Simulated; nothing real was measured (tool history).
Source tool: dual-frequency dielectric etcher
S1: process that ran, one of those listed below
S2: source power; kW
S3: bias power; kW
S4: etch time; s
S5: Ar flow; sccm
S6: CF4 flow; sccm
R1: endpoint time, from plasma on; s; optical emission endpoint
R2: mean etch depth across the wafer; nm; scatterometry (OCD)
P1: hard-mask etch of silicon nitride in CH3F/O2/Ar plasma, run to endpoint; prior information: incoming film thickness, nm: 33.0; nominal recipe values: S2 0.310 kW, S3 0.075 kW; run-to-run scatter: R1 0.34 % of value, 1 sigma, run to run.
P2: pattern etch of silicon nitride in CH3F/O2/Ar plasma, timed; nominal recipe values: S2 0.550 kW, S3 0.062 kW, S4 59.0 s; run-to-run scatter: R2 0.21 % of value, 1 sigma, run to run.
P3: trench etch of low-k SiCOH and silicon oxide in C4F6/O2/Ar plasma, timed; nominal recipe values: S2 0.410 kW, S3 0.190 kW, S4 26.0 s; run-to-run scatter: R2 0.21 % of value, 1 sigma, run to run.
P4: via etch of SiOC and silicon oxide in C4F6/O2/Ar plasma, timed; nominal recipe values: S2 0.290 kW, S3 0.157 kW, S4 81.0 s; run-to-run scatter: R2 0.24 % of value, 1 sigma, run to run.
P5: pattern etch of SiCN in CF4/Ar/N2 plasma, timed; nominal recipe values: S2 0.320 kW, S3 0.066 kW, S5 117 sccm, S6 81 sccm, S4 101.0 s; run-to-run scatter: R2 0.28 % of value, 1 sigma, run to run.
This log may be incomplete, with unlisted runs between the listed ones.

run 1 hour=7.1 | S1=P1 S2=0.310 S3=0.075 | R1=52.183
run 2 hour=11.4 | S1=P1 S2=0.310 S3=0.104 | R1=46.713
run 3 hour=19.5 | S1=P4 S2=0.190 S3=0.157 S4=81.0 | R2=65.785
run 4 hour=26.9 | S1=P5 S2=0.320 S3=0.051 S4=101.0 S5=117 S6=81 | R2=57.953
run 5 hour=34.3 | S1=P2 S2=0.550 S3=0.083 S4=59.0 | R2=47.029
run 6 hour=39.0 | S1=P2 S2=0.550 S3=0.062 S4=59.0 | R2=42.507
run 7 hour=44.3 | S1=P5 S2=0.320 S3=0.066 S4=101.0 S5=157 S6=81 | R2=60.582
run 8 hour=49.0 | S1=P1 S2=0.310 S3=0.075 | R1=52.097
run 9 hour=54.5 | S1=P5 S2=0.320 S3=0.066 S4=101.0 S5=117 S6=106 | R2=66.156
run 10 hour=63.3 | S1=P1 S2=0.310 S3=0.061 | R1=56.367
run 11 hour=67.6 | S1=P4 S2=0.290 S3=0.157 S4=52.0 | R2=49.790
run 12 hour=72.5 | S1=P3 S2=0.410 S3=0.190 S4=26.0 | R2=84.361
-- hour=73.8 bias power generator calibrated
run 13 hour=80.5 | S1=P2 S2=0.550 S3=0.062 S4=59.0 | R2=42.542
run 14 hour=89.4 | S1=P3 S2=0.570 S3=0.190 S4=26.0 | R2=96.179
run 15 hour=95.9 | S1=P1 S2=0.310 S3=0.075 | R1=52.145
run 16 hour=103.0 | S1=P5 S2=0.220 S3=0.066 S4=101.0 S5=117 S6=81 | R2=45.619
run 17 hour=109.3 | S1=P1 S2=0.410 S3=0.075 | R1=47.112
run 18 hour=116.2 | S1=P4 S2=0.290 S3=0.126 S4=81.0 | R2=71.989
run 19 hour=121.1 | S1=P3 S2=0.410 S3=0.190 S4=34.0 | R2=110.370
run 20 hour=129.3 | S1=P1 S2=0.180 S3=0.075 | R1=63.746
run 21 hour=137.9 | S1=P1 S2=0.250 S3=0.104 | R1=50.174
run 22 hour=147.1 | S1=P5 S2=0.320 S3=0.066 S4=101.0 S5=117 S6=81 | R2=63.420
run 23 hour=152.8 | S1=P1 S2=0.310 S3=0.075 | R1=52.273
run 24 hour=160.3 | S1=P1 S2=0.260 S3=0.052 | R1=63.272
run 25 hour=170.0 | S1=P2 S2=0.550 S3=0.062 S4=72.5 | R2=52.311
run 26 hour=178.2 | S1=P1 S2=0.310 S3=0.075 | R1=52.328
run 27 hour=187.8 | S1=P2 S2=0.350 S3=0.062 S4=59.0 | R2=35.700
run 28 hour=192.5 | S1=P3 S2=0.410 S3=0.259 S4=26.0 | R2=93.316
run 29 hour=197.7 | S1=P1 S2=0.310 S3=0.075 | R1=52.557
run 30 hour=202.7 | S1=P5 S2=0.320 S3=0.066 S4=63.0 S5=117 S6=81 | R2=39.450
run 31 hour=209.6 | S1=P4 S2=0.290 S3=0.157 S4=81.0 | R2=76.824
run 32 hour=218.4 | S1=P1 S2=0.310 S3=0.075 | R1=52.211
run 33 hour=224.0 | S1=P1 S2=0.310 S3=0.075 | R1=52.417
run 34 hour=231.6 | S1=P1 S2=0.310 S3=0.075 | R1=52.751
run 35 hour=238.4 | S1=P1 S2=0.310 S3=0.075 | R1=53.098
run 36 hour=243.1 | S1=P1 S2=0.310 S3=0.075 | R1=53.267
-- hour=243.4 wet clean of the chamber
run 37 hour=247.9 | S1=P1 S2=0.310 S3=0.075 | R1=52.992
run 38 hour=255.5 | S1=P1 S2=0.310 S3=0.075 | R1=52.791
run 39 hour=261.9 | S1=P1 S2=0.310 S3=0.075 | R1=52.944

The log shows P1 creeping away from where it was. Any of the 2 causes listed here, at the size stated for it, fits the log just as well as the others:
A: bias power that arrives under what is set, % = 4.75
B: source power that arrives under what is set, % = 4.44
Creep in the process output first set in at about hour 218.4.
Ruled out, with reasons:
chamber walls in a state that lowers the etch rate, %: serviced at hour 243.4, which brought nothing back

Consider the 4 single-wafer check runs listed below, results given as question marks: which one distinguishes between the causes by giving clearly different results for each?
run check 1 hour=268.3 | S1=P4 S2=0.290 S3=0.157 S4=81.0 | R2=?
run check 2 hour=268.3 | S1=P3 S2=0.410 S3=0.190 S4=26.0 | R2=?
run check 3 hour=268.3 | S1=P5 S2=0.320 S3=0.066 S4=101.0 S5=117 S6=81 | R2=?
run check 4 hour=268.3 | S1=P2 S2=0.550 S3=0.062 S4=59.0 | R2=?

Outcome of each check run for each possible cause:
check=check_1 result=R2 if_A=76.152 if_B=75.992
check=check_2 result=R2 if_A=83.087 if_B=82.905
check=check_3 result=R2 if_A=62.355 if_B=60.943
check=check_4 result=R2 if_A=41.890 if_B=41.808
Separation of the two closest causes in each check, using whichever result separates them best: check 1 0.21 %; check 2 0.22 %; check 3 2.29 %; check 4 0.2 %
The causes can be told apart only by check 3. The other checks would give nearly the same results under each of them.

After running check 3, the following was obtained: R2 61.029 nm. Which cause does this point to?

It was cause B: source power that arrives under what is set, %.

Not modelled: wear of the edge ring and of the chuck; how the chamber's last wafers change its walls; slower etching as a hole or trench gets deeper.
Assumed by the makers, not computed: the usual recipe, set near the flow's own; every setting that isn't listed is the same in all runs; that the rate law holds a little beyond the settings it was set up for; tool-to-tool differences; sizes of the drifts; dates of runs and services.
